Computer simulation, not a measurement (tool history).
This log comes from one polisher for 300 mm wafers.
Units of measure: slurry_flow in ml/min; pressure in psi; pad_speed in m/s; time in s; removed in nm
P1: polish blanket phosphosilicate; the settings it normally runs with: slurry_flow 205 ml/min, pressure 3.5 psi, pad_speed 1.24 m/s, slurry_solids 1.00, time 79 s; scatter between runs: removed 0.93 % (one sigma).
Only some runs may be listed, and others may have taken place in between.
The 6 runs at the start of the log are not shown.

run	day	slurry_flow	pressure	pad_speed	slurry_solids	time	wafers polished on this pad	hours since the slurry nozzle was cleaned	hours since the head pressure was calibrated	hours since the slurry blender was calibrated	hours since the conditioning disc was replaced	removed
7	1.900	205	3.5	1.78	1.00	79	883	731.1	783.7	62.4	191.9	1401.10
8	2.171	205	3.5	1.24	1.00	79	923	737.6	790.2	68.9	198.4	1028.40
9	2.442	205	3.5	1.24	1.00	79	963	744.1	796.7	75.4	204.9	1072.80
10	2.783	140	3.5	1.24	1.00	79	1014	752.3	804.9	83.6	213.1	987.85
11	3.067	205	3.5	1.24	1.00	38	1056	759.1	811.7	90.4	219.9	504.78
12	3.275	205	5.1	1.24	1.00	79	1086	764.1	816.7	95.4	224.9	1532.30
13	3.508	315	3.5	1.24	1.00	79	1121	769.7	822.3	101.0	230.5	1102.50
14	3.733	205	3.5	1.24	1.00	79	1154	775.1	827.7	106.4	235.9	1057.40
15	3.912	205	3.5	1.24	1.00	79	1181	779.4	832.0	110.7	240.2	1053.40
16	4.179	205	2.7	1.24	1.00	101	1220	785.8	838.4	117.1	246.6	1043.40
17	4.358	205	3.5	1.24	1.00	121	1246	790.1	842.7	121.4	250.9	1618.70
18	4.625	205	3.5	0.82	1.00	79	1286	796.5	849.1	127.8	257.3	758.64
19	4.892	205	3.5	1.24	1.00	79	1325	802.9	855.5	134.2	263.7	1067.70
20	5.233	205	3.5	1.24	1.00	79	1376	811.1	863.7	142.4	271.9	1014.90

What does the tool deliver on the next run?
21	5.446	205	3.5	1.24	1.00	79	1407	816.2	868.8	147.5	277.0	?

{"run 21": {"removed": 997.01}}

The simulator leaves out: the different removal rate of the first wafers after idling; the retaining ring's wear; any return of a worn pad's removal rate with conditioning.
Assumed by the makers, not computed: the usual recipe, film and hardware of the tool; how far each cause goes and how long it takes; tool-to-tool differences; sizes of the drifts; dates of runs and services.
